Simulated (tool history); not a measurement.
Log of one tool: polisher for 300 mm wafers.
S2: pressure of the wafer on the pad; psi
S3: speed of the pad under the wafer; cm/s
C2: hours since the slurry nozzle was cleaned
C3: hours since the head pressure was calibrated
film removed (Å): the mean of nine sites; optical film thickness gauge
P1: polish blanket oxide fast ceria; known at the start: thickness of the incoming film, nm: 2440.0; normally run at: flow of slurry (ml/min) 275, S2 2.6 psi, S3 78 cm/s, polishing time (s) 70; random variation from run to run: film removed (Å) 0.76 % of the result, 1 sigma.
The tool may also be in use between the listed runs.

{"run": 1, "day": 0.354, "flow of slurry (ml/min)": 275, "S2": 2.6, "S3": 78, "polishing time (s)": 70, "wafers polished on this pad": 446, "C2": 379, "C3": 405.1, "film removed (Å)": 7712.8}
{"run": 2, "day": 0.642, "flow of slurry (ml/min)": 275, "S2": 3.4, "S3": 78, "polishing time (s)": 70, "wafers polished on this pad": 509, "C2": 385.9, "C3": 412, "film removed (Å)": 9846.3}
{"run": 3, "day": 1.108, "flow of slurry (ml/min)": 275, "S2": 2.6, "S3": 78, "polishing time (s)": 70, "wafers polished on this pad": 612, "C2": 397.1, "C3": 423.2, "film removed (Å)": 7656}
{"run": 4, "day": 1.446, "flow of slurry (ml/min)": 395, "S2": 1.9, "S3": 78, "polishing time (s)": 70, "wafers polished on this pad": 686, "C2": 405.2, "C3": 431.3, "film removed (Å)": 5661.9}
{"run": 5, "day": 1.988, "flow of slurry (ml/min)": 165, "S2": 2.6, "S3": 78, "polishing time (s)": 70, "wafers polished on this pad": 804, "C2": 418.2, "C3": 444.3, "film removed (Å)": 7148.7}
{"run": 6, "day": 2.425, "flow of slurry (ml/min)": 375, "S2": 2.6, "S3": 78, "polishing time (s)": 70, "wafers polished on this pad": 900, "C2": 428.7, "C3": 454.8, "film removed (Å)": 7766.2}
{"run": 7, "day": 2.875, "flow of slurry (ml/min)": 275, "S2": 2.6, "S3": 78, "polishing time (s)": 70, "wafers polished on this pad": 999, "C2": 439.5, "C3": 465.6, "film removed (Å)": 7673.9}
{"run": 8, "day": 3.396, "flow of slurry (ml/min)": 275, "S2": 2.6, "S3": 78, "polishing time (s)": 70, "wafers polished on this pad": 1113, "C2": 452, "C3": 478.1, "film removed (Å)": 7574.3}
{"run": 9, "day": 3.858, "flow of slurry (ml/min)": 275, "S2": 2.6, "S3": 38, "polishing time (s)": 95, "wafers polished on this pad": 1214, "C2": 463.1, "C3": 489.2, "film removed (Å)": 5054.9}
{"run": 10, "day": 4.233, "flow of slurry (ml/min)": 275, "S2": 2.6, "S3": 78, "polishing time (s)": 109, "wafers polished on this pad": 1297, "C2": 472.1, "C3": 498.2, "film removed (Å)": 11847}
{"run": 11, "day": 4.575, "flow of slurry (ml/min)": 275, "S2": 2.6, "S3": 36, "polishing time (s)": 70, "wafers polished on this pad": 1372, "C2": 480.3, "C3": 506.4, "film removed (Å)": 3517}
{"run": 12, "day": 5.158, "flow of slurry (ml/min)": 275, "S2": 1.5, "S3": 78, "polishing time (s)": 70, "wafers polished on this pad": 1499, "C2": 494.3, "C3": 520.4, "film removed (Å)": 4398.3}
{"run": 13, "day": 5.746, "flow of slurry (ml/min)": 275, "S2": 2.6, "S3": 122, "polishing time (s)": 70, "wafers polished on this pad": 1628, "C2": 508.4, "C3": 534.5, "film removed (Å)": 11910}
{"run": 14, "day": 6.171, "flow of slurry (ml/min)": 175, "S2": 2.6, "S3": 78, "polishing time (s)": 51, "wafers polished on this pad": 1721, "C2": 518.6, "C3": 544.7, "film removed (Å)": 5281.3}
{"run": 15, "day": 6.596, "flow of slurry (ml/min)": 275, "S2": 2.6, "S3": 78, "polishing time (s)": 39, "wafers polished on this pad": 1815, "C2": 528.8, "C3": 554.9, "film removed (Å)": 4244.3}
{"run": 16, "day": 6.908, "flow of slurry (ml/min)": 275, "S2": 2.6, "S3": 78, "polishing time (s)": 70, "wafers polished on this pad": 1883, "C2": 536.3, "C3": 562.4, "film removed (Å)": 7644.7}
{"run": 17, "day": 7.446, "flow of slurry (ml/min)": 275, "S2": 2.6, "S3": 78, "polishing time (s)": 70, "wafers polished on this pad": 2001, "C2": 549.2, "C3": 575.3, "film removed (Å)": 7628.1}
{"run": 18, "day": 8.038, "flow of slurry (ml/min)": 275, "S2": 2.6, "S3": 78, "polishing time (s)": 70, "wafers polished on this pad": 2131, "C2": 563.4, "C3": 589.5, "film removed (Å)": 7612.5}
{"run": 19, "day": 8.45, "flow of slurry (ml/min)": 275, "S2": 2.6, "S3": 78, "polishing time (s)": 70, "wafers polished on this pad": 2221, "C2": 573.3, "C3": 599.4, "film removed (Å)": 7448.4}
{"run": 20, "day": 8.879, "flow of slurry (ml/min)": 275, "S2": 2.6, "S3": 78, "polishing time (s)": 70, "wafers polished on this pad": 2315, "C2": 583.6, "C3": 609.7, "film removed (Å)": 7429.6}
{"run": 21, "day": 9.375, "flow of slurry (ml/min)": 275, "S2": 2.6, "S3": 78, "polishing time (s)": 70, "wafers polished on this pad": 2424, "C2": 595.5, "C3": 621.6, "film removed (Å)": 7417.2}
{"run": 22, "day": 9.788, "flow of slurry (ml/min)": 275, "S2": 2.6, "S3": 78, "polishing time (s)": 70, "wafers polished on this pad": 2514, "C2": 605.4, "C3": 631.5, "film removed (Å)": 7323.5}
{"run": 23, "day": 10.392, "flow of slurry (ml/min)": 275, "S2": 2.6, "S3": 78, "polishing time (s)": 70, "wafers polished on this pad": 2647, "C2": 619.9, "C3": 646, "film removed (Å)": 7284.3}
{"run": 24, "day": 10.742, "flow of slurry (ml/min)": 275, "S2": 2.6, "S3": 78, "polishing time (s)": 70, "wafers polished on this pad": 2723, "C2": 628.3, "C3": 654.4, "film removed (Å)": 7241.9}
{"run": 25, "day": 11.021, "flow of slurry (ml/min)": 275, "S2": 2.6, "S3": 78, "polishing time (s)": 70, "wafers polished on this pad": 2785, "C2": 635, "C3": 661.1, "film removed (Å)": 7181.4}
{"day": 11.167, "done": "head pressure recalibrated"}
{"run": 26, "day": 11.504, "flow of slurry (ml/min)": 275, "S2": 2.6, "S3": 78, "polishing time (s)": 70, "wafers polished on this pad": 2891, "C2": 646.6, "C3": 8.2, "film removed (Å)": 7164.1}
{"run": 27, "day": 11.842, "flow of slurry (ml/min)": 275, "S2": 2.6, "S3": 78, "polishing time (s)": 70, "wafers polished on this pad": 2965, "C2": 654.7, "C3": 16.3, "film removed (Å)": 7267}
{"run": 28, "day": 12.275, "flow of slurry (ml/min)": 275, "S2": 2.6, "S3": 78, "polishing time (s)": 70, "wafers polished on this pad": 3060, "C2": 665.1, "C3": 26.7, "film removed (Å)": 7187.7}

What P1 gives has crept away from where it was. These 2 causes fit the log equally well, each at the size given:
A: removal rate lost through wear of the pad, % = 5.27
B: slurry flow missing at the pad, % = 36.1
The creep began at about day 8.038.
Why every other cause is out:
head's pressure below its setpoint, %: serviced at day 11.167, which brought nothing back

4 check runs are offered, each on 3 wafers whose results are averaged, their results left as question marks. Which one tells the causes apart?
{"run": "check 1", "day": 12.708, "flow of slurry (ml/min)": 275, "S2": 2.6, "S3": 118, "polishing time (s)": 108, "film removed (Å)": "?"}
{"run": "check 2", "day": 12.708, "flow of slurry (ml/min)": 275, "S2": 2.6, "S3": 46, "polishing time (s)": 98, "film removed (Å)": "?"}
{"run": "check 3", "day": 12.708, "flow of slurry (ml/min)": 165, "S2": 1.7, "S3": 78, "polishing time (s)": 70, "film removed (Å)": "?"}
{"run": "check 4", "day": 12.708, "flow of slurry (ml/min)": 275, "S2": 2.6, "S3": 120, "polishing time (s)": 70, "film removed (Å)": "?"}

What each check would give under each cause:
check=check_1 result=film_removed_(Å) if_A=16801 if_B=16800
check=check_2 result=film_removed_(Å) if_A=5943 if_B=5942.8
check=check_3 result=film_removed_(Å) if_A=4415.5 if_B=4272.5
check=check_4 result=film_removed_(Å) if_A=11074 if_B=11073
How far apart the two closest causes lie, in the result that separates them most: check 1 0 %; check 2 0 %; check 3 3.29 %; check 4 0 %
Only check 3 tells the causes apart: in the others they would give nearly the same result.

Then check 3 was run and gave: film removed (Å) 4268.7. Which cause is it?

It is B: slurry flow missing at the pad, %.
